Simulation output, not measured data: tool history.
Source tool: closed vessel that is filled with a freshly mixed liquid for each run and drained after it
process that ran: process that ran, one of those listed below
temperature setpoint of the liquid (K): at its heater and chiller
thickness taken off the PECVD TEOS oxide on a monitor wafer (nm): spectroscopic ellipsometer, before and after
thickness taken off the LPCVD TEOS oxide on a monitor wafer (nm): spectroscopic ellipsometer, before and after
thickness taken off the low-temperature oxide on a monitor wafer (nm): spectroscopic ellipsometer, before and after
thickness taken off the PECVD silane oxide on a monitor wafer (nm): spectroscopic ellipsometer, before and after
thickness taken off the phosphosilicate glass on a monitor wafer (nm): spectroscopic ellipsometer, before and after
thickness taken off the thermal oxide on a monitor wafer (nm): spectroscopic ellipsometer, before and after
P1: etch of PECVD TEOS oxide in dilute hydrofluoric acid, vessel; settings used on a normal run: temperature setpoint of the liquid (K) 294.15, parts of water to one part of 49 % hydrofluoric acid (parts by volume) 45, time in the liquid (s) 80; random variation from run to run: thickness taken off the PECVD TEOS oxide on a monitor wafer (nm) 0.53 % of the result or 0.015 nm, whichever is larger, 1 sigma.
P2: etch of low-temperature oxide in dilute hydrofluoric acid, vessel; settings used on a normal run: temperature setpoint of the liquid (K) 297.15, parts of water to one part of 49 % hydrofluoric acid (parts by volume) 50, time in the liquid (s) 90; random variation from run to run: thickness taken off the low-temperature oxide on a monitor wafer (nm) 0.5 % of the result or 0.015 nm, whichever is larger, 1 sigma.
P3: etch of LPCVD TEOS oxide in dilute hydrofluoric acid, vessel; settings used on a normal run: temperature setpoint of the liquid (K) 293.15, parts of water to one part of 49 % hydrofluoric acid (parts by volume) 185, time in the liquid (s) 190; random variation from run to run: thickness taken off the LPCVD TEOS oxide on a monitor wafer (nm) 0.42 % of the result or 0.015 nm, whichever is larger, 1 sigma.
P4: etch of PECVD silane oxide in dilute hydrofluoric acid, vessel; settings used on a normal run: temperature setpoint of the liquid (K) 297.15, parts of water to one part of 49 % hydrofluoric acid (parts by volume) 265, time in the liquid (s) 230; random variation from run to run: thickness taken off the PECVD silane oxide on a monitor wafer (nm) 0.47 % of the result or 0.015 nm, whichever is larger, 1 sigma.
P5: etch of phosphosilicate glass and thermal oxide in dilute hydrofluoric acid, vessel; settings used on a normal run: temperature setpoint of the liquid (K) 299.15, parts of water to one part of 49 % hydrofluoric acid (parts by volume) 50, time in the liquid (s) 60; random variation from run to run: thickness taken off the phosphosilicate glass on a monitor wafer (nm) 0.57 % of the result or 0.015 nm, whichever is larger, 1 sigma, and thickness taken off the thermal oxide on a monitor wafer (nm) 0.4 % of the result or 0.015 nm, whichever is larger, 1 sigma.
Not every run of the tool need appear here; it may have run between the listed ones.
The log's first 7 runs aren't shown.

run	day	process that ran	temperature setpoint of the liquid (K)	parts of water to one part of 49 % hydrofluoric acid (parts by volume)	time in the liquid (s)	hours since the thermometer was replaced	hours since the hydrofluoric acid flow meter was replaced	thickness taken off the PECVD TEOS oxide on a monitor wafer (nm)	thickness taken off the LPCVD TEOS oxide on a monitor wafer (nm)	thickness taken off the low-temperature oxide on a monitor wafer (nm)	thickness taken off the PECVD silane oxide on a monitor wafer (nm)	thickness taken off the phosphosilicate glass on a monitor wafer (nm)	thickness taken off the thermal oxide on a monitor wafer (nm)
8	1.938	P2	304.15	50	90	671	1091.8			27.128			
9	2.162	P4	297.15	450	230	676.4	1097.2				17.789		
10	2.325	P1	294.15	20	80	680.3	1101.1	64.087					
11	2.542	P2	297.15	50	90	685.5	1106.3			20.432			
12	2.75	P1	294.15	45	80	690.5	1111.3	27.569					
13	3.071	P2	297.15	20	90	698.2	1119			53.289			
14	3.333	P5	299.15	50	60	704.5	1125.3					227.44	6.6034
15	3.629	P3	293.15	185	75	711.6	1132.4		17.72				
16	3.825	P5	299.15	50	30	716.3	1137.1					114.12	3.2919
17	4.138	P3	290.15	185	190	723.8	1144.6		39.769				
18	4.471	P5	294.65	50	60	731.8	1152.6					191.41	5.4867
19	4.642	P1	294.15	75	80	735.9	1156.7	16.124					
20	4.888	P2	297.15	50	90	741.8	1162.6			20.323			
21	5.133	P1	294.15	45	80	747.7	1168.5	28.091					
22	5.3	P5	299.15	75	60	751.7	1172.5					147.24	4.266
23	5.608	P1	294.15	45	80	759.1	1179.9	27.829					
24	5.838	P1	290.15	30	80	764.6	1185.4	35.854					
25	6.038	P4	297.15	265	465	769.4	1190.2				72.237		
26	6.35	P4	290.65	265	230	776.9	1197.7				28.154		
27	6.675	P1	290.15	45	80	784.7	1205.5	23.453					

Run 28, settings as shown, results not yet in. Your forecast:
28	6.983	P1	294.15	45	80	792.1	1212.9	?					

For run 28 the tool returned thickness taken off the PECVD TEOS oxide on a monitor wafer (nm) 27.951.
